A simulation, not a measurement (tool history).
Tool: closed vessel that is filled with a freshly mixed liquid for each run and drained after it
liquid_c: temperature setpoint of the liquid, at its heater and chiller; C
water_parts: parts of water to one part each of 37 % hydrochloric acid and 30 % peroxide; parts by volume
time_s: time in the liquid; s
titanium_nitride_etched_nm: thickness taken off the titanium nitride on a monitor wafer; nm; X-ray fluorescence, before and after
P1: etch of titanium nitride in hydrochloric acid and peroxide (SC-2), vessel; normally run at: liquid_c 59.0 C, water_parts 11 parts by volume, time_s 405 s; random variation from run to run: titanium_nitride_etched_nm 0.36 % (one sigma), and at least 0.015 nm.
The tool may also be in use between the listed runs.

run	hour	liquid_c	water_parts	time_s	hours since the thermometer was replaced	hours since the chemicals flow meter was replaced	hours since the drum of peroxide was connected	titanium_nitride_etched_nm
1	9.0	59.0	11	405	301.3	903.6	570.0	16.0730
2	16.2	59.0	11	405	308.5	910.8	577.2	16.0630
3	23.2	43.5	11	405	315.5	917.8	584.2	5.7323
4	27.5	59.0	18	405	319.8	922.1	588.5	10.4530
5	34.4	59.0	11	405	326.7	929.0	595.4	16.1310
# hour 36.0: new drum of peroxide connected
6	39.3	59.0	4	405	331.6	933.9	3.3	35.0010
7	46.4	59.0	11	30	338.7	941.0	10.4	1.1673
8	53.3	59.0	11	405	345.6	947.9	17.3	16.1590
# hour 56.8: thermometer replaced
9	61.3	48.5	11	160	4.5	955.9	25.3	3.1760
10	66.6	46.5	11	235	9.8	961.2	30.6	4.1046
11	72.2	72.0	11	405	15.4	966.8	36.2	35.5210
12	80.8	65.5	6	405	24.0	975.4	44.8	39.2620
13	87.4	59.0	11	795	30.6	982.0	51.4	31.6330
14	94.2	59.0	11	405	37.4	988.8	58.2	16.0460
15	103.5	59.0	11	405	46.7	998.1	67.5	15.6060
16	110.8	59.0	11	405	54.0	1005.4	74.8	15.3100
17	119.7	59.0	11	405	62.9	1014.3	83.7	15.1890
18	127.2	59.0	11	405	70.4	1021.8	91.2	14.9820
# hour 133.1: new drum of peroxide connected
19	134.7	59.0	11	405	77.9	1029.3	1.6	14.9180
20	140.4	59.0	11	405	83.6	1035.0	7.3	14.9220
21	145.6	59.0	11	405	88.8	1040.2	12.5	14.8830

Forecast run 22:
22	151.0	59.0	11	405	94.2	1045.6	17.9	?

{"run 22": {"titanium_nitride_etched_nm": 14.88}}

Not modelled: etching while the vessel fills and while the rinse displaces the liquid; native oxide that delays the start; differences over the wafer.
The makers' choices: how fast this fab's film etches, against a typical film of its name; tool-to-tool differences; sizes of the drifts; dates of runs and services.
